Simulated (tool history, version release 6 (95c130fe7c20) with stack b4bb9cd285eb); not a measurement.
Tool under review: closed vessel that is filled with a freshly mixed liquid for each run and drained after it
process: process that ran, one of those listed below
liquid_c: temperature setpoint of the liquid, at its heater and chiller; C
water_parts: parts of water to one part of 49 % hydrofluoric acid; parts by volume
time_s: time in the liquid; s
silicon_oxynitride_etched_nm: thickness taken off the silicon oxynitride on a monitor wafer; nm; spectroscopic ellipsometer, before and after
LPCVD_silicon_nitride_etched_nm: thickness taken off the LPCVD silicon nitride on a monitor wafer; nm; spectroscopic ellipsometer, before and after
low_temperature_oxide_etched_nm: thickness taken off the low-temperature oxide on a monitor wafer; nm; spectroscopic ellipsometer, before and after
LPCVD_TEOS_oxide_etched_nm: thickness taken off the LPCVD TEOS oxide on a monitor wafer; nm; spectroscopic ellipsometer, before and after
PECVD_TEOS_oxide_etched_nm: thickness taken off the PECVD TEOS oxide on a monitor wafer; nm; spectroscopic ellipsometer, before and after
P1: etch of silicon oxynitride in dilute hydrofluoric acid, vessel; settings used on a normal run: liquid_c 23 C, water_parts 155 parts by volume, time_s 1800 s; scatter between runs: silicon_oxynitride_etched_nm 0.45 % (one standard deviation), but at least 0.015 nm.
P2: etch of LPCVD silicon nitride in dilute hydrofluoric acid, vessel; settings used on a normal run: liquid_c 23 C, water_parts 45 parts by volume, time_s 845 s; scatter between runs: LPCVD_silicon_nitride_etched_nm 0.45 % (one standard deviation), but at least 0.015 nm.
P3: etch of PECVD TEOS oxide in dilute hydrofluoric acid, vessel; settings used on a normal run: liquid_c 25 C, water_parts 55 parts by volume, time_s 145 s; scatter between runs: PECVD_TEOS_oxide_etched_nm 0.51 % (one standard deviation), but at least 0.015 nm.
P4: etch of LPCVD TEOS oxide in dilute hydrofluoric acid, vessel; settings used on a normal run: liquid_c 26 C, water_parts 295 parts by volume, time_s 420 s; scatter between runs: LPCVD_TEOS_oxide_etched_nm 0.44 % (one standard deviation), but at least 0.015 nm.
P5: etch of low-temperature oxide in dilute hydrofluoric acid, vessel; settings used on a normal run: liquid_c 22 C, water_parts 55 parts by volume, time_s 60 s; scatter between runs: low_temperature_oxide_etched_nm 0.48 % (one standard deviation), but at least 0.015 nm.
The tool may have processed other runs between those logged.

run   hour  process  liquid_c  water_parts  time_s  silicon_oxynitride_etched_nm  LPCVD_silicon_nitride_etched_nm  low_temperature_oxide_etched_nm  LPCVD_TEOS_oxide_etched_nm  PECVD_TEOS_oxide_etched_nm
  1   11.5       P1        23          155    1800                        20.068
  2   22.8       P2        17           45     845                                                          6.043
  3   30.5       P1        23          155    1800                        20.246
  4   41.7       P1        23          155    2835                        31.665
  5   53.7       P5        22           20      60                                                                                          81.604
  6   64.8       P1        23          155    1800                        20.219
  7     71       P4        26           50     420                                                                                                                      338.07
  8   79.1       P1        23           60    1800                        55.874
  9   90.8       P1        27          155    1800                        23.959
 10  101.7       P1        17          155    1800                        15.155
 11  107.8       P3        25           55     145                                                                                                                                                  55.774
 12  115.6       P2        23           45     845                                                         9.2775
 13  126.8       P1      17.5           90    1800                         27.85
 14  139.4       P5        17           55      60                                                                                          22.991
 15    151       P5        22           55      85                                                                                          40.308
 16  163.6       P4        26          295     420                                                                                                                      42.803
 17  176.5       P1        23          155    1800                        20.208
 18  183.4       P3        25           55      65                                                                                                                                                  24.996
 19  195.5       P4      18.5          295     420                                                                                                                      32.638
 20    202       P1        23          155     165                        1.8422
 21  209.5       P1        23          155    1800                        20.197
 22  217.7       P3      32.5           55     145                                                                                                                                                  74.986
 23  224.6       P1        23          255    1800                        11.363
 24  235.3       P4        26          295      35                                                                                                                      3.5572
 25  245.5       P4        26          295     420                                                                                                                      42.778
 26  251.6       P5        22           55      60                                                                                          28.404
 27  260.3       P2        23           45    1420                                                         15.502
 28  269.7       P2        23           70     845                                                         5.9809
 29  278.3       P3        25           90     145                                                                                                                                                  32.589
 30  291.8       P2        23           45     845                                                          9.342
 31  303.9       P1        23          155    1800                        20.217
 32    312       P1        23          155    1800                        20.137
 33  321.7       P1        23          155    1800                        21.124
 34    329       P1        23          155    1800                        21.599
 35  338.3       P1        23          155    1800                        22.052
 36  344.6       P1        23          155    1800                        22.168
 37  353.2       P1        23          155    1800                         22.32
 38  359.4       P1        23          155    1800                        22.365
 39  371.3       P1        23          155    1800                        22.518
 40  380.6       P1        23          155    1800                        22.484

The output of P1 has drifted from where it used to be. Each of the 2 causes below, taken at the size shown beside it, accounts for the log equally well:
A: liquid hotter than its thermometer reads (K) = 2.39
B: hydrofluoric acid flow above the setpoint (%) = 10.3
At approximately hour 312, the process output began to creep.

Which of the 4 check runs listed below separates the causes, so that each cause would produce a clearly different result? Each run uses one wafer, and its results are marked with question marks.
check 1  389.9       P5        22           35      60                                                                                               ?
check 2  389.9       P4        26           60      85                                                                                                                           ?
check 3  389.9       P3        25           55      85                                                                                                                                                       ?
check 4  389.9       P2        17           60     845                                                              ?

Expected result of each check under each candidate cause:
  check                           result    if A    if B
check 1  low_temperature_oxide_etched_nm   50.81  50.916
check 2       LPCVD_TEOS_oxide_etched_nm  61.548  62.206
check 3       PECVD_TEOS_oxide_etched_nm  35.981    36.3
check 4  LPCVD_silicon_nitride_etched_nm   5.448  5.0661
Minimum pairwise separation of causes per check, each pair taken at its best-separating result: check 1 0.21 %; check 2 1.06 %; check 3 0.88 %; check 4 7.27 %
The other checks would show nearly matching results whichever cause is true, so check 4 is the only one that separates the causes.

After running check 4, the following was obtained: LPCVD_silicon_nitride_etched_nm 5.4873 nm. Which cause does this point to?

The cause is A: liquid hotter than its thermometer reads (K).
